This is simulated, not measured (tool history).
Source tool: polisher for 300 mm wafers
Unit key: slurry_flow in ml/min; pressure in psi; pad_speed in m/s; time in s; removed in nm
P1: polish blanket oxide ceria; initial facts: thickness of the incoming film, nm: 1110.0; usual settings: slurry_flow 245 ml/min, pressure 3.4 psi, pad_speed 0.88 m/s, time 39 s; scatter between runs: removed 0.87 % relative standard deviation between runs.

run   hour  slurry_flow  pressure  pad_speed  time  removed
  1    9.6          245       3.4       0.88    39   164.55
  2   21.1          245       3.4       0.88    39    167.7
      27.7  -- slurry nozzle cleaned
  3   27.7          245       4.7       0.88    39   229.63
  4     34          245       3.4       0.88    39   166.64
  5     46          245       3.4       0.88    39   168.15
  6   52.8          245       3.4        1.2    39   225.43
  7   61.2          245       3.4       0.88    39   167.39
  8   72.5          245       3.4       0.88    53    226.1
  9   81.1          145       3.4       0.88    39   153.45
      81.6  -- head pressure recalibrated
 10   86.8          245       3.4       0.88    39   167.13
 11   98.4          245       3.4       0.88    39   165.75
 12  106.2          245       3.4       0.54    39   103.64
 13  116.5          245         2       1.32    39   149.02
 14  129.4          245       3.4       0.88    18   77.779
 15  136.3          375       3.4       0.88    39   173.81
 16  143.1          245       1.5       0.88    39   73.564
 17  153.9          245       3.4       0.88    39   168.18
 18  159.9          245       3.4       0.88    39   164.56
 19  172.1          245       3.4       0.88    39   161.94
 20    178          245       3.4       0.88    39   158.14
     184.3  -- worn pad replaced by a new one
 21  188.4          245       3.4       0.88    39   159.54
 22  197.5          245       3.4       0.88    39   161.15
 23  203.9          245       3.4       0.88    39   159.69
 24  212.6          245       3.4       0.88    39   157.22
 25  222.7          245       3.4       0.88    39   159.95

P1 no longer gives what it gave before; its output has crept away from where it was. The following 2 causes, each at its listed size, fit the log equally well:
A: slurry flow missing at the pad, % = 33.4
B: head's pressure below its setpoint, % = 5.26
The process output started creeping at around hour 153.9.
All other causes, with the reason each is excluded:
removal rate lost through wear of the pad, %: its service at hour 184.3 followed the start of the drift and did not put the process back to its old value

The 4 check runs listed below each average the results of 5 wafers, and their outcomes are marked with question marks. Under which run would the listed causes produce clearly different results?
check 1  232.8          245       3.4       0.56    39        ?
check 2  232.8          145       4.5       0.88    39        ?
check 3  232.8          245       3.4       1.08    39        ?
check 4  232.8          245       1.5       0.88    39        ?

If the cause were each of the candidates in turn, the checks would give the following:
  check   result    if A    if B
check 1  removed   100.6  100.59
check 2  removed  187.95  194.32
check 3  removed  194.02     194
check 4  removed  69.745  69.737
Minimum pairwise separation of causes per check, each pair taken at its best-separating result: check 1 0.01 %; check 2 3.34 %; check 3 0.01 %; check 4 0.01 %
The causes can be told apart only by check 2. The other checks would give nearly the same results under each of them.

Running check 2 produced the following: removed 192.75 nm. Which one of the listed causes fits?

The cause is B: head's pressure below its setpoint, %.
